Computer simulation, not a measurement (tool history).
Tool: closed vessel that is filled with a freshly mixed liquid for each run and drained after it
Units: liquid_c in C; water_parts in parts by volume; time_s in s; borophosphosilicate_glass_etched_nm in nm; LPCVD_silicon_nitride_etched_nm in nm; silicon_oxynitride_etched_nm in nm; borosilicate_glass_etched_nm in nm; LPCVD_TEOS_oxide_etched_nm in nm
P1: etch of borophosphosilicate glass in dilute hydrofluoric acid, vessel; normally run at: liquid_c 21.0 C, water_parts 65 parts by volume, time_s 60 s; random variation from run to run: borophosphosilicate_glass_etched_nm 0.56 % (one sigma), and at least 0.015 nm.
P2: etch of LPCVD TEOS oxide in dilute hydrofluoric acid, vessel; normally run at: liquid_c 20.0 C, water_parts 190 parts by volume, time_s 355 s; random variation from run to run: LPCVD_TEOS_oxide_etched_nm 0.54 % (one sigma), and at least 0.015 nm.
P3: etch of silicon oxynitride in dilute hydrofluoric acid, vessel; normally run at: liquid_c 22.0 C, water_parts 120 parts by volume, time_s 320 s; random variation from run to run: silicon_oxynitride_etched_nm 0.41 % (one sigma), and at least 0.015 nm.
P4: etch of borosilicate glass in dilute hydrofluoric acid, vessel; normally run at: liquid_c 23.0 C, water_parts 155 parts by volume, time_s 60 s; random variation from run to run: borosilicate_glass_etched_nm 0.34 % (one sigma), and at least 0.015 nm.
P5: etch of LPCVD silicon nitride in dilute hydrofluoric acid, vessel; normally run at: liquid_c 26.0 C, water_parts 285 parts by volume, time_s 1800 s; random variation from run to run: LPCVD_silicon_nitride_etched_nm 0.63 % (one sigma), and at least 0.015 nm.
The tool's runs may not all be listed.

run	day	process	liquid_c	water_parts	time_s	hours since the thermometer was replaced	hours since the hydrofluoric acid flow meter was replaced	borophosphosilicate_glass_etched_nm	LPCVD_silicon_nitride_etched_nm	silicon_oxynitride_etched_nm	borosilicate_glass_etched_nm	LPCVD_TEOS_oxide_etched_nm
1	0.717	P1	21.0	65	60	1676.1	1203.6	32.840				
2	1.108	P5	26.0	65	1800	1685.5	1213.0		17.49100			
3	1.600	P3	22.0	120	545	1697.3	1224.8			13.4380		
4	2.042	P4	23.0	35	60	1707.9	1235.4				59.6930	
5	2.746	P3	22.0	215	320	1724.8	1252.3			4.0761		
6	3.217	P1	25.0	65	60	1736.1	1263.6	38.994				
7	3.721	P1	17.0	65	60	1748.2	1275.7	27.805				
8	4.308	P2	20.0	190	355	1762.3	1289.8					57.986
9	4.692	P1	21.0	90	60	1771.5	1299.0	23.065				
10	5.446	P4	23.0	155	30	1789.6	1317.1				5.8013	
11	5.788	P5	26.0	285	220	1797.8	1325.3		0.51012			
12	6.196	P1	21.0	65	60	1807.6	1335.1	33.039				
13	6.929	P1	21.0	30	60	1825.2	1352.7	74.743				
14	7.462	P1	21.0	65	60	1838.0	1365.5	32.497				
15	7.896	P1	21.0	65	30	1848.4	1375.9	16.368				
16	8.458	P1	21.0	65	115	1861.9	1389.4	62.765				
17	9.042	P4	17.0	155	60	1875.9	1403.4				9.1590	
18	9.438	P5	26.0	285	1800	1885.4	1412.9		4.08630			
19	10.121	P1	21.0	65	60	1901.8	1429.3	32.851				
20	10.904	P3	22.0	120	320	1920.6	1448.1			7.8644		
21	11.512	P2	17.0	190	355	1935.2	1462.7					52.165
22	12.129	P2	20.0	190	705	1950.0	1477.5					117.270
23	12.725	P4	23.0	155	60	1964.3	1491.8				11.5370	
24	13.342	P1	21.0	65	60	1979.1	1506.6	32.699				
25	13.888	P2	20.0	190	355	1992.2	1519.7					58.829
26	14.592	P1	24.5	65	90	2009.1	1536.6	56.534				
# day 14.733: hydrofluoric acid flow meter replaced
27	15.171	P1	21.0	65	60	2023.0	10.6	32.741				
28	15.883	P4	23.0	155	60	2040.1	27.7				11.5790	
29	16.617	P3	22.0	120	320	2057.7	45.3			7.8692		
30	17.292	P5	18.0	285	1800	2073.9	61.5		2.44520			
31	17.983	P2	20.0	35	355	2090.5	78.1					378.260
32	18.712	P3	17.5	120	320	2108.0	95.6			6.3095		
33	19.275	P1	21.0	65	60	2121.5	109.1	33.286				
34	20.025	P1	21.0	65	60	2139.5	127.1	34.705				
35	20.471	P1	21.0	65	60	2150.2	137.8	35.617				
36	20.954	P1	21.0	65	60	2161.8	149.4	35.773				
37	21.462	P1	21.0	65	60	2174.0	161.6	36.068				
38	21.925	P1	21.0	65	60	2185.1	172.7	36.385				
39	22.542	P1	21.0	65	60	2199.9	187.5	36.031				
40	22.946	P1	21.0	65	60	2209.6	197.2	36.600				

What P1 gives has crept away from where it was. These 2 causes fit the log equally well, each at the size given:
A: hydrofluoric acid flow above the setpoint (%) = 9.84
B: liquid hotter than its thermometer reads (K) = 2.45
The creep began at about day 19.275.

4 check runs are offered, one wafer each, their results left as question marks. Which one tells the causes apart?
check 1	23.350	P3	22.0	185	320					?		
check 2	23.350	P4	23.0	90	30						?	
check 3	23.350	P5	18.5	130	1800				?			
check 4	23.350	P2	20.0	60	580							?

What each check would give under each cause:
check	result	if A	if B
check 1	silicon_oxynitride_etched_nm	5.4016	5.4303
check 2	borosilicate_glass_etched_nm	11.9710	11.8980
check 3	LPCVD_silicon_nitride_etched_nm	5.93730	6.39420
check 4	LPCVD_TEOS_oxide_etched_nm	385.750	386.510
How far apart the two closest causes lie, in the result that separates them most: check 1 0.53 %; check 2 0.61 %; check 3 7.41 %; check 4 0.2 %
Check 3 tells the causes apart: in the others they would give nearly the same result.

Then check 3 was run and gave: LPCVD_silicon_nitride_etched_nm 6.40890 nm. Which cause is it?

It is B: liquid hotter than its thermometer reads (K).
